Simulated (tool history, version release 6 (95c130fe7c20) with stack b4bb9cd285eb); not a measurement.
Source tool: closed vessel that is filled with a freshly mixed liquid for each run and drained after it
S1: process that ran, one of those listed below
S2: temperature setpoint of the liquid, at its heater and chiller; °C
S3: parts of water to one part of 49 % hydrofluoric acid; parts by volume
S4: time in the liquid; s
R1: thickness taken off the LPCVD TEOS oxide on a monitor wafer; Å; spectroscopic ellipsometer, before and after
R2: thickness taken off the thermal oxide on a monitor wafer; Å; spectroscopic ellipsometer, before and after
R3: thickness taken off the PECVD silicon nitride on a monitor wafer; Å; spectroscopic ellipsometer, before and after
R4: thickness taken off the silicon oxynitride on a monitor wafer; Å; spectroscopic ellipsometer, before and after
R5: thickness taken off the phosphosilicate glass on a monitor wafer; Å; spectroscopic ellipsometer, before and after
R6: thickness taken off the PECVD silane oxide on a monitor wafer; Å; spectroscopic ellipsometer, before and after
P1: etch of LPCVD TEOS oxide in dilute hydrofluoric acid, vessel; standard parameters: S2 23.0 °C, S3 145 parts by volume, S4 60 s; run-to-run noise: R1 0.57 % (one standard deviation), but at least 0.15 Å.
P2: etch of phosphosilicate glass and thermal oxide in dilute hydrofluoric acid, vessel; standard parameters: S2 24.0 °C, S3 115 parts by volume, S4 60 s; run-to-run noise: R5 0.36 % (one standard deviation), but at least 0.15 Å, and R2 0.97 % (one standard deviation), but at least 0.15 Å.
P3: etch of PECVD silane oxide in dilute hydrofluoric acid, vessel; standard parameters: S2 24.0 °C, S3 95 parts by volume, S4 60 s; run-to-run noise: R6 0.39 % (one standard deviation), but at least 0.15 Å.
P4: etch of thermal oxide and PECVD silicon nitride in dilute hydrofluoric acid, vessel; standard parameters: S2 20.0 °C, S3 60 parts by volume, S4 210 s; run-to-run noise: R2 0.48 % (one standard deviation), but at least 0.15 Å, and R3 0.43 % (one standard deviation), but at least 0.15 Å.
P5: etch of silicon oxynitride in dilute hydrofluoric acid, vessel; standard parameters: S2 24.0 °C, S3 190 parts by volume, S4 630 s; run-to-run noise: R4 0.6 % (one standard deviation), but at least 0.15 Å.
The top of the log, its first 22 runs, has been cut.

{"run": 23, "hour": 112.8, "S1": "P2", "S2": 24.0, "S3": 115, "S4": 60, "R2": 24.603, "R5": 705.46}
{"run": 24, "hour": 116.1, "S1": "P1", "S2": 23.0, "S3": 240, "S4": 60, "R1": 114.33}
{"run": 25, "hour": 122.3, "S1": "P1", "S2": 30.5, "S3": 145, "S4": 60, "R1": 279.12}
{"run": 26, "hour": 127.1, "S1": "P1", "S2": 23.0, "S3": 145, "S4": 60, "R1": 208.91}
{"run": 27, "hour": 131.9, "S1": "P5", "S2": 24.0, "S3": 190, "S4": 630, "R4": 45.149}
{"run": 28, "hour": 138.3, "S1": "P2", "S2": 31.5, "S3": 115, "S4": 60, "R2": 32.976, "R5": 932.1}
{"run": 29, "hour": 142.4, "S1": "P1", "S2": 23.0, "S3": 145, "S4": 60, "R1": 209.99}
{"run": 30, "hour": 149.0, "S1": "P2", "S2": 24.0, "S3": 115, "S4": 60, "R2": 24.928, "R5": 703.96}
{"run": 31, "hour": 152.2, "S1": "P5", "S2": 24.0, "S3": 190, "S4": 1270, "R4": 89.256}
{"run": 32, "hour": 158.3, "S1": "P1", "S2": 23.0, "S3": 145, "S4": 100, "R1": 349.23}
{"run": 33, "hour": 163.5, "S1": "P1", "S2": 23.0, "S3": 145, "S4": 30, "R1": 104.66}
{"run": 34, "hour": 169.3, "S1": "P1", "S2": 23.0, "S3": 145, "S4": 60, "R1": 210.37}
{"run": 35, "hour": 173.7, "S1": "P1", "S2": 23.0, "S3": 145, "S4": 60, "R1": 210.83}
{"run": 36, "hour": 177.8, "S1": "P1", "S2": 23.0, "S3": 145, "S4": 60, "R1": 214.59}
{"run": 37, "hour": 184.4, "S1": "P1", "S2": 23.0, "S3": 145, "S4": 60, "R1": 217.12}
{"run": 38, "hour": 187.6, "S1": "P1", "S2": 23.0, "S3": 145, "S4": 60, "R1": 220.13}
{"run": 39, "hour": 192.1, "S1": "P1", "S2": 23.0, "S3": 145, "S4": 60, "R1": 220.38}
{"run": 40, "hour": 197.7, "S1": "P1", "S2": 23.0, "S3": 145, "S4": 60, "R1": 221.05}
{"run": 41, "hour": 203.8, "S1": "P1", "S2": 23.0, "S3": 145, "S4": 60, "R1": 223.63}

Run 42, settings as shown, results not yet in. Your forecast:
{"run": 42, "hour": 206.7, "S1": "P1", "S2": 23.0, "S3": 145, "S4": 60, "R1": "?"}

{"run 42": {"R1": 219.72}}

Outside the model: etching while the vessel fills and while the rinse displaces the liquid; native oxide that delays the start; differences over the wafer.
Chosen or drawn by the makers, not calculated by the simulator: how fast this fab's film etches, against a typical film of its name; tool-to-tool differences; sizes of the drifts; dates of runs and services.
